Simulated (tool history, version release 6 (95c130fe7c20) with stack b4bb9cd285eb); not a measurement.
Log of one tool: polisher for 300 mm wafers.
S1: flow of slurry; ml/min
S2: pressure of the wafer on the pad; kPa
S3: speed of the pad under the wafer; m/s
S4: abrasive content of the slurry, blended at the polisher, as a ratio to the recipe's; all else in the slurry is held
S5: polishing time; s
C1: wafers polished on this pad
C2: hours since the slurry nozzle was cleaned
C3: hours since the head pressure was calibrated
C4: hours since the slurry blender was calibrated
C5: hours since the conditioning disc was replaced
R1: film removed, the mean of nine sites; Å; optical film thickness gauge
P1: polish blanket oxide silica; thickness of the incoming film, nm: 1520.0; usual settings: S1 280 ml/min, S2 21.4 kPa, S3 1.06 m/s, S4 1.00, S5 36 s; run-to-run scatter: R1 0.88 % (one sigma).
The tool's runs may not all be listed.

{"run": 1, "hour": 8.7, "S1": 280, "S2": 21.4, "S3": 1.06, "S4": 1.0, "S5": 36, "C1": 635, "C2": 150.3, "C3": 132.3, "C4": 309.0, "C5": 214.4, "R1": 719.4}
{"run": 2, "hour": 14.4, "S1": 280, "S2": 21.4, "S3": 1.06, "S4": 0.65, "S5": 36, "C1": 707, "C2": 156.0, "C3": 138.0, "C4": 314.7, "C5": 220.1, "R1": 576.08}
{"run": 3, "hour": 22.1, "S1": 280, "S2": 21.4, "S3": 0.54, "S4": 0.6, "S5": 36, "C1": 805, "C2": 163.7, "C3": 145.7, "C4": 322.4, "C5": 227.8, "R1": 323.6}
{"run": 4, "hour": 26.9, "S1": 280, "S2": 9.7, "S3": 1.06, "S4": 1.0, "S5": 36, "C1": 866, "C2": 168.5, "C3": 150.5, "C4": 327.2, "C5": 232.6, "R1": 328.13}
{"run": 5, "hour": 34.9, "S1": 280, "S2": 21.4, "S3": 1.06, "S4": 1.0, "S5": 36, "C1": 967, "C2": 176.5, "C3": 158.5, "C4": 335.2, "C5": 240.6, "R1": 723.36}
{"run": 6, "hour": 40.6, "S1": 280, "S2": 28.3, "S3": 1.06, "S4": 1.0, "S5": 36, "C1": 1040, "C2": 182.2, "C3": 164.2, "C4": 340.9, "C5": 246.3, "R1": 964.7}
{"run": 7, "hour": 48.2, "S1": 280, "S2": 21.4, "S3": 1.06, "S4": 1.0, "S5": 36, "C1": 1136, "C2": 189.8, "C3": 171.8, "C4": 348.5, "C5": 253.9, "R1": 734.43}
{"run": 8, "hour": 52.1, "S1": 400, "S2": 21.4, "S3": 1.06, "S4": 1.0, "S5": 36, "C1": 1186, "C2": 193.7, "C3": 175.7, "C4": 352.4, "C5": 257.8, "R1": 742.2}
{"run": 9, "hour": 60.6, "S1": 280, "S2": 21.4, "S3": 1.06, "S4": 1.0, "S5": 24, "C1": 1294, "C2": 202.2, "C3": 184.2, "C4": 360.9, "C5": 266.3, "R1": 479.94}
{"hour": 60.9, "done": "conditioning disc replaced and pad reconditioned"}
{"run": 10, "hour": 66.7, "S1": 280, "S2": 21.4, "S3": 1.06, "S4": 1.0, "S5": 36, "C1": 1371, "C2": 208.3, "C3": 190.3, "C4": 367.0, "C5": 5.8, "R1": 719.49}
{"run": 11, "hour": 74.0, "S1": 170, "S2": 10.3, "S3": 1.06, "S4": 1.0, "S5": 36, "C1": 1464, "C2": 215.6, "C3": 197.6, "C4": 374.3, "C5": 13.1, "R1": 331.77}
{"run": 12, "hour": 78.8, "S1": 280, "S2": 21.4, "S3": 1.6, "S4": 1.0, "S5": 36, "C1": 1525, "C2": 220.4, "C3": 202.4, "C4": 379.1, "C5": 17.9, "R1": 1011.1}

Run 13 comes next. What will it give?
{"run": 13, "hour": 86.1, "S1": 280, "S2": 21.4, "S3": 0.48, "S4": 1.0, "S5": 23, "C1": 1618, "C2": 227.7, "C3": 209.7, "C4": 386.4, "C5": 25.2, "R1": "?"}

{"run 13": {"R1": 246.46}}

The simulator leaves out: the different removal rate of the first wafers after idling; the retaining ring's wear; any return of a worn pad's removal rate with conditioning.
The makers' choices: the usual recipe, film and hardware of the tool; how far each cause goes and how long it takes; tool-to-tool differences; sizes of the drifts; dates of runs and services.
